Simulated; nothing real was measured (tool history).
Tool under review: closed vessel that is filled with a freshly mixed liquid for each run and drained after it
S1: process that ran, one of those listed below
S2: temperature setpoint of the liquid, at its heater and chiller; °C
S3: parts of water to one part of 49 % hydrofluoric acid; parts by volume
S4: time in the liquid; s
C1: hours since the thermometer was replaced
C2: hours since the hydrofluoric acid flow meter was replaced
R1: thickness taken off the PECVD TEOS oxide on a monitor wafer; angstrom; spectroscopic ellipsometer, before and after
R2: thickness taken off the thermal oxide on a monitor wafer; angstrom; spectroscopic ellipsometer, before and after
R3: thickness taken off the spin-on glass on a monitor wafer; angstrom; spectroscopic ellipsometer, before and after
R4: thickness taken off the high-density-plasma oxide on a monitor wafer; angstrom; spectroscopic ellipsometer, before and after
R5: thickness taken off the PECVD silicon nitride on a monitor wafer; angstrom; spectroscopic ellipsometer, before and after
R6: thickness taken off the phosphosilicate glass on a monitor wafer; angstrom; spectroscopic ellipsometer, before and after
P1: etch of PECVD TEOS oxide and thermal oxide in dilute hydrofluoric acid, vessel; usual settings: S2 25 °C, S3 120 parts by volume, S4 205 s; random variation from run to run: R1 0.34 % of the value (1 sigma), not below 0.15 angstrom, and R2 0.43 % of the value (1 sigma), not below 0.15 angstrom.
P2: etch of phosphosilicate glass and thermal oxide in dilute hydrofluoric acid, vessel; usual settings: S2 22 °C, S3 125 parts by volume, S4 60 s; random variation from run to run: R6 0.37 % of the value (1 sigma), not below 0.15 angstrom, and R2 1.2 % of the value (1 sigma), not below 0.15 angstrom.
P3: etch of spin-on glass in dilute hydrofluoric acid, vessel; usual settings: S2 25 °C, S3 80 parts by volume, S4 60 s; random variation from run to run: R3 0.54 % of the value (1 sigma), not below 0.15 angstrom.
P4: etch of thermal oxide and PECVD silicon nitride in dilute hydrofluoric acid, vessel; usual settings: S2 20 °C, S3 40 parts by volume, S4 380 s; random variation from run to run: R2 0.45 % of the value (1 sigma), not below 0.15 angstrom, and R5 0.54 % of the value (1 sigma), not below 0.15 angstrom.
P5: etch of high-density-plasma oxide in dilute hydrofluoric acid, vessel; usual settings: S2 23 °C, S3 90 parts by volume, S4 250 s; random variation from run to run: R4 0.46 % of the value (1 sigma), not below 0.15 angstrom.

run	hour	S1	S2	S3	S4	C1	C2	R1	R2	R3	R4	R5	R6
1	3.5	P1	25	120	205	476.8	243	172.9	80.099				
2	8.7	P3	25	135	60	482	248.2			239.73			
3	12	P5	18.5	90	250	485.3	251.5				150.06		
4	14.9	P1	25	120	205	488.2	254.4	173.13	80.04				
5	19.3	P1	25	120	205	492.6	258.8	172.33	80.299				
6	24	P4	20	40	645	497.3	263.5		706.68			291.64	
7	27	P1	25	25	205	500.3	266.5	938.84	435.82				
8	31.4	P4	20	40	380	504.7	270.9		417.85			172.66	
9	33.9	P2	28.5	125	60	507.2	273.4		25.553				342.96
10	36.4	P4	17	40	380	509.7	275.9		368.54			139.15	
11	41.1	P3	25	80	60	514.4	280.6			430.93			
12	44.7	P2	22	50	60	518	284.2		54.38				735.66
13	47.5	P1	25	195	205	520.8	287	97.412	44.801				
14	50.5	P4	20	40	380	523.8	290		416.75			172.4	
15	55.3	P3	25	80	30	528.6	294.8			215.9			
16	60.1	P1	25	120	30	533.4	299.6	25.549	11.925				
17	64.3	P5	23	90	250	537.6	303.8				179.64		
18	68.2	P1	17	35	205	541.5	307.7	468.31	218.87				
19	71	P1	25	120	205	544.3	310.5	173.45	79.613				
20	75.6	P1	30	120	205	548.9	315.1	209.08	97.128				
21	78.4	P5	23	90	480	551.7	317.9				346.13		
22	82.1	P1	25	120	205	555.4	321.6	172.17	79.614				
23	84.8	P2	22	125	60	558.1	324.3		20.236				266.04
24	89	P5	23	90	250	562.3	328.5				180.3		
25	92.7	P1	25	120	310	566	332.2	260.6	121.24				
26	96.3	P4	20	20	380	569.6	335.8		861.07			336.46	
27	99.7	P1	31.5	120	385	573	339.2	416.07	189.5				
28	104.3	P5	23	25	250	577.6	343.8				705.65		
29	109.2	P3	18.5	80	60	582.5	348.7			332.12			
30	112.2	P2	22	125	60	585.5	351.7		20.144				266.97
31	116.1	P1	17	120	205	589.4	355.6	124.83	58.159				
32	118.4	P2	22	125	30	591.7	357.9		9.9229				132.67
33	122	P1	25	120	205	595.3	361.5	172.63	80.208				

Run 34 comes next. What will it give?
34	126.2	P1	25	120	205	599.5	365.7	?	?				

Run 34 came out at R1 180.3 angstrom, R2 83.249 angstrom.
